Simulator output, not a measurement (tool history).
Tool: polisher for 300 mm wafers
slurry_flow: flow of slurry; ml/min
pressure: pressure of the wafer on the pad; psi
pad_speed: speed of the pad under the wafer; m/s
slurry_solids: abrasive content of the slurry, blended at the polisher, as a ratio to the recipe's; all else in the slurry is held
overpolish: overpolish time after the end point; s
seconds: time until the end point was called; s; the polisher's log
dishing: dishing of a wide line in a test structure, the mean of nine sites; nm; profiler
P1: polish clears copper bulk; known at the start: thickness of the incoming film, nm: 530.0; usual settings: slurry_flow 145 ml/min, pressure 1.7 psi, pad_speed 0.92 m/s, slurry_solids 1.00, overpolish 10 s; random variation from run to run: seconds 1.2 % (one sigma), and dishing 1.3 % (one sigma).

run	hour	slurry_flow	pressure	pad_speed	slurry_solids	overpolish	seconds	dishing
1	4.0	145	1.7	0.92	1.00	10	109.700	30.831
2	10.8	145	1.7	0.92	1.00	10	112.450	31.629
3	17.8	145	1.7	0.92	1.00	3	111.970	10.666
4	21.5	145	1.7	0.92	1.00	10	113.140	30.658
5	25.4	145	2.7	0.92	1.00	10	70.166	47.178
6	32.0	145	1.7	0.92	1.00	16	112.090	44.563
7	36.4	145	1.7	0.92	0.65	10	123.980	29.148
8	42.0	210	1.7	0.92	1.00	10	106.440	32.430
9	49.9	145	1.7	0.92	1.00	10	111.810	31.841
10	55.7	95	0.9	0.92	1.00	10	229.500	16.132
11	63.6	145	1.7	0.92	1.45	10	101.360	33.541
12	67.7	145	1.7	0.92	1.00	10	110.060	31.769
13	71.4	145	1.7	0.92	1.00	10	111.360	31.186
14	77.4	145	1.1	0.92	1.00	10	173.300	21.420
15	85.3	145	1.7	0.54	1.00	10	191.990	20.132
16	90.2	85	1.7	0.92	1.00	10	128.740	28.136
17	98.1	145	1.7	1.28	1.00	10	80.440	39.744
18	106.5	145	1.7	0.92	1.00	10	111.890	31.318
19	114.0	145	1.7	0.92	1.00	10	116.340	30.468
20	120.9	145	1.7	0.92	1.00	10	118.860	30.318
21	126.8	145	1.7	0.92	1.00	10	119.220	29.541
22	130.9	145	1.7	0.92	1.00	10	118.930	29.131
# hour 131.2: slurry blender recalibrated
23	135.5	145	1.7	0.92	1.00	10	119.980	29.813
24	139.3	145	1.7	0.92	1.00	10	120.190	29.669
# hour 143.7: head pressure recalibrated
25	147.3	145	1.7	0.92	1.00	10	118.520	29.412
26	153.3	145	1.7	0.92	1.00	10	123.630	29.718
27	159.7	145	1.7	0.92	1.00	10	121.330	29.005
28	166.6	145	1.7	0.92	1.00	10	119.880	29.456

What P1 gives has crept away from where it was. These 2 causes fit the log equally well, each at the size given:
A: removal rate lost through wear of the pad, % = 7.76
B: slurry flow missing at the pad, % = 31.5
The creep began at about hour 106.5.
Why every other cause is out:
head's pressure below its setpoint, %: serviced at hour 143.7, which brought nothing back
abrasive missing from the slurry, %: serviced at hour 131.2, which brought nothing back

4 check runs are offered, each on 3 wafers whose results are averaged, their results left as question marks. Which one tells the causes apart?
check 1	173.5	85	1.7	0.92	1.00	10	?	?
check 2	173.5	145	2.3	0.92	0.70	10	?	?
check 3	173.5	145	2.5	0.92	1.00	10	?	?
check 4	173.5	145	1.7	1.20	1.35	10	?	?

What each check would give under each cause:
check	result	if A	if B
check 1	seconds	137.450	144.180
check 1	dishing	26.541	25.506
check 2	seconds	96.818	96.828
check 2	dishing	36.014	36.012
check 3	seconds	82.654	82.662
check 3	dishing	40.974	40.970
check 4	seconds	87.285	87.294
check 4	dishing	37.960	37.957
How far apart the two closest causes lie, in the result that separates them most: check 1 4.78 %; check 2 0.01 %; check 3 0.01 %; check 4 0.01 %
Only check 1 tells the causes apart: in the others they would give nearly the same result.

Check 1 was then run and gave: seconds 138.330 s; dishing 26.342 nm. Which cause is it?

It is A: removal rate lost through wear of the pad, %.

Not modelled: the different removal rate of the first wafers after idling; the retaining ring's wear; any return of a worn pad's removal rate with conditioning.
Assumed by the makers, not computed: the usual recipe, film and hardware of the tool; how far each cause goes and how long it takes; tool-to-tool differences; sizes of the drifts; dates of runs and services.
